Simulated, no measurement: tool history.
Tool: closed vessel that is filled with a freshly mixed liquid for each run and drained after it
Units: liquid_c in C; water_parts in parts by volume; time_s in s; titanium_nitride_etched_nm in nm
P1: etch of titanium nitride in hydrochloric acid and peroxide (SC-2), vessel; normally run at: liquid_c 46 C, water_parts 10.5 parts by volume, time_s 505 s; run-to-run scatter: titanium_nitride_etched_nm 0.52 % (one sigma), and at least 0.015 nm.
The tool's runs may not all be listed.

| run | day | liquid_c | water_parts | time_s | titanium_nitride_etched_nm |
|---|---|---|---|---|---|
| 1 | 0.225 | 46 | 10.5 | 505 | 8.3027 |
| 2 | 0.508 | 46 | 10.5 | 875 | 14.4120 |
| 3 | 0.800 | 46 | 10.5 | 505 | 8.2783 |
|  | 0.875 | new drum of peroxide connected |
| 4 | 1.058 | 46 | 4.0 | 505 | 17.1420 |
| 5 | 1.283 | 58 | 10.5 | 505 | 18.2540 |
| 6 | 1.492 | 46 | 10.5 | 505 | 8.2622 |
| 7 | 1.646 | 46 | 17.5 | 505 | 5.3178 |
| 8 | 1.921 | 46 | 10.5 | 100 | 1.6613 |
| 9 | 2.096 | 46 | 10.5 | 505 | 8.2264 |
| 10 | 2.421 | 46 | 10.5 | 505 | 8.2765 |
| 11 | 2.750 | 53 | 4.0 | 505 | 27.6780 |
| 12 | 3.100 | 35 | 10.5 | 505 | 3.7685 |
| 13 | 3.454 | 46 | 10.5 | 505 | 8.2157 |
| 14 | 3.683 | 46 | 10.5 | 505 | 8.4782 |
| 15 | 3.967 | 46 | 10.5 | 505 | 8.7359 |

Forecast run 16:
| 16 | 4.325 | 46 | 10.5 | 505 | ? |

Run 16 gave titanium_nitride_etched_nm 8.9039 nm.

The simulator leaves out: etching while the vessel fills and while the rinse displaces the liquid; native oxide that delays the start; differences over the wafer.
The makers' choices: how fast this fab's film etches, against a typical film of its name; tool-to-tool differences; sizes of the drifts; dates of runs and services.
